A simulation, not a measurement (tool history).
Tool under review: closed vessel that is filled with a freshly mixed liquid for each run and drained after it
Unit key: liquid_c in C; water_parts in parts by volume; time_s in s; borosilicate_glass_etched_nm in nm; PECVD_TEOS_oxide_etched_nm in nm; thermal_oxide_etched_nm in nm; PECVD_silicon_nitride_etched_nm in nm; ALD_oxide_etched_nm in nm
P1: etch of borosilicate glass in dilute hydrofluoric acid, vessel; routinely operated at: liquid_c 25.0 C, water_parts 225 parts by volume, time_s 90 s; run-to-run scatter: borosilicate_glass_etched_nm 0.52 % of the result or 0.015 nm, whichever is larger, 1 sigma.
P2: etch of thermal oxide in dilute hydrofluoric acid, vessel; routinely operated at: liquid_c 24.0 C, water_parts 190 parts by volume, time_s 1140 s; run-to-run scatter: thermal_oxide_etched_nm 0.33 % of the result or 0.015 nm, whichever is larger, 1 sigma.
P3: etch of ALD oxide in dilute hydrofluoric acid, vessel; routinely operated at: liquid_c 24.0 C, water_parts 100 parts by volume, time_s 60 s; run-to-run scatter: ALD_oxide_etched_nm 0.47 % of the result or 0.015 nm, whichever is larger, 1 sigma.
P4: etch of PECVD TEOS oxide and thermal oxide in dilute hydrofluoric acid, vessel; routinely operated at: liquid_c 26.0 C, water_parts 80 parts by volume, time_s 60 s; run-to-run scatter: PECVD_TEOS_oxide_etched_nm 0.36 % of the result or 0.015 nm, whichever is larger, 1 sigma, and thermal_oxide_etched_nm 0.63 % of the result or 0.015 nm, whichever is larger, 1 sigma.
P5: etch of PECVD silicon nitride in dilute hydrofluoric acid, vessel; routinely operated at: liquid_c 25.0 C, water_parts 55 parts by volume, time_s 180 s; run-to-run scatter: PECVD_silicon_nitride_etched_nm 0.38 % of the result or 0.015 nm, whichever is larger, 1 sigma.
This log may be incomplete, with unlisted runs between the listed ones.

run,hour,process,liquid_c,water_parts,time_s,borosilicate_glass_etched_nm,PECVD_TEOS_oxide_etched_nm,thermal_oxide_etched_nm,PECVD_silicon_nitride_etched_nm,ALD_oxide_etched_nm
1,2.7,P1,25.0,225,90,10.7910,,,,
2,6.9,P1,25.0,225,90,10.7900,,,,
3,11.1,P1,25.0,310,90,7.1535,,,,
4,13.4,P1,25.0,50,130,86.5040,,,,
5,17.7,P1,25.0,225,90,10.8460,,,,
6,20.1,P1,29.5,225,90,12.7130,,,,
7,22.9,P4,26.0,125,60,,10.8390,2.3435,,
8,24.9,P1,25.0,225,90,10.8520,,,,
9,28.7,P2,24.0,190,1140,,,24.3420,,
10,31.7,P5,25.0,55,365,,,,26.7250,
11,35.7,P1,25.0,225,90,10.7170,,,,
12,38.4,P3,24.0,100,60,,,,,19.321
13,40.9,P2,24.0,190,1140,,,24.4870,,
14,43.1,P5,25.0,90,180,,,,8.1395,
15,47.5,P5,25.0,55,180,,,,13.1030,
16,50.5,P2,24.0,65,1140,,,82.8670,,
# hour 51.4: hydrofluoric acid flow meter replaced
17,54.6,P5,25.0,55,180,,,,13.1470,
18,57.8,P1,25.0,225,150,18.1380,,,,
19,62.0,P3,24.0,155,60,,,,,11.770
20,64.3,P2,24.0,190,2075,,,44.4490,,
21,67.0,P3,24.0,100,95,,,,,30.799
22,69.5,P2,28.0,190,1140,,,28.3380,,
23,71.6,P1,25.0,65,90,45.3250,,,,
24,74.6,P4,26.0,80,60,,18.0260,3.9172,,
25,76.6,P1,25.0,225,30,3.5845,,,,
26,79.1,P4,26.0,80,60,,17.9170,3.9213,,
27,83.2,P1,17.0,225,90,7.9416,,,,
28,87.7,P3,24.0,100,60,,,,,19.389
29,89.9,P5,32.0,55,180,,,,20.8610,
30,94.2,P3,17.5,100,60,,,,,14.888
31,98.1,P4,26.0,80,30,,8.9964,1.9520,,
32,101.7,P4,34.0,80,60,,24.2890,5.2661,,
33,104.2,P1,25.0,225,90,10.6670,,,,
34,107.2,P1,25.0,225,90,10.5990,,,,
35,110.8,P1,25.0,225,90,10.3730,,,,
36,115.0,P1,25.0,225,90,10.3850,,,,
37,118.3,P1,25.0,225,90,10.2440,,,,
38,122.1,P1,25.0,225,90,10.1430,,,,
39,125.5,P1,25.0,225,90,10.1650,,,,
40,129.8,P1,25.0,225,90,10.2230,,,,

What P1 gives has crept off from where it sat before. The 2 causes that follow fit the log equally well, each at the size noted:
A: hydrofluoric acid flow below the setpoint (%) = 4.36
B: liquid colder than its thermometer reads (K) = 1.53
Onset of the creep was near hour 104.2.

Consider the 4 single-wafer check runs listed below, results given as question marks: which one distinguishes between the causes by giving clearly different results for each?
check 1,134.1,P2,27.0,190,1540,,,?,,
check 2,134.1,P5,25.0,55,345,,,,?,
check 3,134.1,P4,34.0,80,60,,?,?,,
check 4,134.1,P3,24.0,155,80,,,,,?

Check results expected under each cause:
check,result,if A,if B
check 1,thermal_oxide_etched_nm,34.9290,34.8960
check 2,PECVD_silicon_nitride_etched_nm,24.1920,22.8080
check 3,PECVD_TEOS_oxide_etched_nm,23.1810,23.0360
check 3,thermal_oxide_etched_nm,5.0345,5.0029
check 4,ALD_oxide_etched_nm,14.823,14.732
Per-check spread between the two closest causes, in the result where they differ most: check 1 0.1 %; check 2 5.89 %; check 3 0.63 %; check 4 0.62 %
The causes can be told apart only by check 2. The other checks would give nearly the same results under each of them.

Running check 2 produced the following: PECVD_silicon_nitride_etched_nm 24.2340 nm. Which one of the listed causes fits?

It is A: hydrofluoric acid flow below the setpoint (%).

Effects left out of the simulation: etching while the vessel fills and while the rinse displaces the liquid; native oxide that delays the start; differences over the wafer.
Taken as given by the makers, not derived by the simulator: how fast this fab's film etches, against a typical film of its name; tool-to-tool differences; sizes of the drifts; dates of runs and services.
